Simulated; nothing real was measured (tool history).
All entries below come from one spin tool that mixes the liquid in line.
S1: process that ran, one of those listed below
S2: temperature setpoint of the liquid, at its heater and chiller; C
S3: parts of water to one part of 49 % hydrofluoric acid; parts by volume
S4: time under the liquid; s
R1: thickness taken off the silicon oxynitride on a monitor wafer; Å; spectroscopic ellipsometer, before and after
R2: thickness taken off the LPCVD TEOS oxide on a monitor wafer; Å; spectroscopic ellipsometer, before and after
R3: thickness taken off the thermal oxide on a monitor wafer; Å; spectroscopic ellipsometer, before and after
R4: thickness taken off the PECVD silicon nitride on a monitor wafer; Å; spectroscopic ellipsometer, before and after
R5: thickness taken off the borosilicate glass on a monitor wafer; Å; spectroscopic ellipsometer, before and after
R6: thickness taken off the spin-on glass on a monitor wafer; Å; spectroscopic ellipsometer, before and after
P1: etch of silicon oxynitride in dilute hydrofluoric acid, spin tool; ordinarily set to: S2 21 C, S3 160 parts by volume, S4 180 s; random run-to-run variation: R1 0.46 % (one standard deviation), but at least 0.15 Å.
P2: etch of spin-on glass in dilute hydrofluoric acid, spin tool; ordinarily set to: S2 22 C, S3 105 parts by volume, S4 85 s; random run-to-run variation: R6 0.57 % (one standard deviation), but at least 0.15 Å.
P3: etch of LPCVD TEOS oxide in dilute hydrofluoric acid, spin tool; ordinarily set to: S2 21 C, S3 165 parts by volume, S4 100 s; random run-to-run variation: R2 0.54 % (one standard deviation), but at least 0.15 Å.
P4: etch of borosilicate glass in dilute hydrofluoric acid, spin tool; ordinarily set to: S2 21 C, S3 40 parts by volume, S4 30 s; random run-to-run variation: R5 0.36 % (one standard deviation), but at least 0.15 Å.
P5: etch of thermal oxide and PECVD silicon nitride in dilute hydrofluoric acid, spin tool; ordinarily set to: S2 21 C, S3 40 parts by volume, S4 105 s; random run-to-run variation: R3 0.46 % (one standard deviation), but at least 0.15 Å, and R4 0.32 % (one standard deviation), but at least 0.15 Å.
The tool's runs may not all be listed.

run 1 hour=10.8 | S1=P1 S2=21 S3=160 S4=180 | R1=44.668
run 2 hour=24.1 | S1=P3 S2=21 S3=165 S4=20 | R2=20.028
run 3 hour=33.1 | S1=P5 S2=21 S3=20 S4=105 | R3=233.26 R4=201.38
run 4 hour=40.5 | S1=P3 S2=21 S3=165 S4=100 | R2=100.54
run 5 hour=53.3 | S1=P1 S2=21 S3=160 S4=180 | R1=44.885
run 6 hour=67.2 | S1=P4 S2=26.5 S3=40 S4=30 | R5=454.53
run 7 hour=74.5 | S1=P2 S2=22 S3=25 S4=85 | R6=1386
run 8 hour=84.8 | S1=P3 S2=21 S3=55 S4=100 | R2=342.26
run 9 hour=95.1 | S1=P1 S2=21 S3=230 S4=180 | R1=29.794
run 10 hour=104.2 | S1=P1 S2=21 S3=160 S4=15 | R1=3.671
run 11 hour=111 | S1=P3 S2=17 S3=165 S4=100 | R2=86.299
run 12 hour=125.3 | S1=P2 S2=17 S3=105 S4=85 | R6=240.64
run 13 hour=132.2 | S1=P1 S2=21 S3=160 S4=305 | R1=76.142
run 14 hour=144.4 | S1=P3 S2=21 S3=165 S4=100 | R2=100.39
run 15 hour=152.8 | S1=P5 S2=28 S3=40 S4=105 | R3=152.39 R4=167.02
run 16 hour=164.8 | S1=P2 S2=22 S3=105 S4=85 | R6=301.11
run 17 hour=173.7 | S1=P4 S2=21 S3=40 S4=30 | R5=361.41
run 18 hour=185.5 | S1=P2 S2=22 S3=105 S4=15 | R6=52.436
run 19 hour=199.8 | S1=P1 S2=21 S3=160 S4=180 | R1=45.055
run 20 hour=207.7 | S1=P1 S2=26.5 S3=160 S4=180 | R1=57.734
run 21 hour=217.1 | S1=P1 S2=21 S3=85 S4=85 | R1=42.127
run 22 hour=225.1 | S1=P1 S2=17 S3=160 S4=180 | R1=37.401
run 23 hour=238 | S1=P4 S2=21 S3=40 S4=45 | R5=543.09
run 24 hour=251 | S1=P2 S2=22 S3=105 S4=85 | R6=302.22
run 25 hour=261.6 | S1=P1 S2=21 S3=160 S4=180 | R1=44.131
-- hour=262.7 hydrofluoric acid flow meter replaced
run 26 hour=273.1 | S1=P4 S2=21 S3=70 S4=30 | R5=198.23
run 27 hour=283.3 | S1=P1 S2=21 S3=85 S4=180 | R1=89.465
run 28 hour=293.7 | S1=P5 S2=21 S3=40 S4=105 | R3=113.95 R4=103.05
run 29 hour=305.6 | S1=P1 S2=21 S3=160 S4=180 | R1=44.9
run 30 hour=317.7 | S1=P5 S2=21 S3=40 S4=185 | R3=201.62 R4=183.02
run 31 hour=329.7 | S1=P1 S2=21 S3=160 S4=180 | R1=45.176
run 32 hour=339.1 | S1=P1 S2=21 S3=160 S4=180 | R1=43.518
run 33 hour=350.1 | S1=P1 S2=21 S3=160 S4=180 | R1=42.591
run 34 hour=359.8 | S1=P1 S2=21 S3=160 S4=180 | R1=42.108
run 35 hour=372.1 | S1=P1 S2=21 S3=160 S4=180 | R1=42.34
run 36 hour=384.5 | S1=P1 S2=21 S3=160 S4=180 | R1=41.304
run 37 hour=396.7 | S1=P1 S2=21 S3=160 S4=180 | R1=41.063
run 38 hour=404.7 | S1=P1 S2=21 S3=160 S4=180 | R1=41.239
run 39 hour=415.5 | S1=P1 S2=21 S3=160 S4=180 | R1=41.14
run 40 hour=421.9 | S1=P1 S2=21 S3=160 S4=180 | R1=41.486

Something has made what P1 gives creep away from where it was; the 2 causes below, each at its own stated size, fit the log equally well:
A: hydrofluoric acid flow below the setpoint (%) = 6.81
B: liquid colder than its thermometer reads (K) = 1.67
The gradual shift began around hour 329.7.

4 check runs are offered, one wafer each, their results left as question marks. Which one tells the causes apart?
run check 1 hour=428.3 | S1=P5 S2=25.5 S3=40 S4=105 | R3=? R4=?
run check 2 hour=428.3 | S1=P3 S2=21 S3=80 S4=100 | R2=?
run check 3 hour=428.3 | S1=P2 S2=22 S3=105 S4=35 | R6=?
run check 4 hour=428.3 | S1=P4 S2=21 S3=60 S4=30 | R5=?

What every check run would give for each of its results, assuming each possible cause in turn:
check=check_1 result=R3 if_A=127.9 if_B=128.61
check=check_1 result=R4 if_A=131.14 if_B=125.52
check=check_2 result=R2 if_A=210.48 if_B=212.18
check=check_3 result=R6 if_A=114.12 if_B=115.46
check=check_4 result=R5 if_A=217.03 if_B=218.21
Smallest distance between any two causes, each pair judged by its most separating result, in per cent: check 1 4.38 %; check 2 0.8 %; check 3 1.17 %; check 4 0.54 %
Only in check 1 would the causes give clearly different results; in the remaining checks their results would be nearly the same.

Running check 1 produced the following: R3 128.69 Å; R4 125.28 Å. Which one of the listed causes fits?

B is the cause: liquid colder than its thermometer reads (K).

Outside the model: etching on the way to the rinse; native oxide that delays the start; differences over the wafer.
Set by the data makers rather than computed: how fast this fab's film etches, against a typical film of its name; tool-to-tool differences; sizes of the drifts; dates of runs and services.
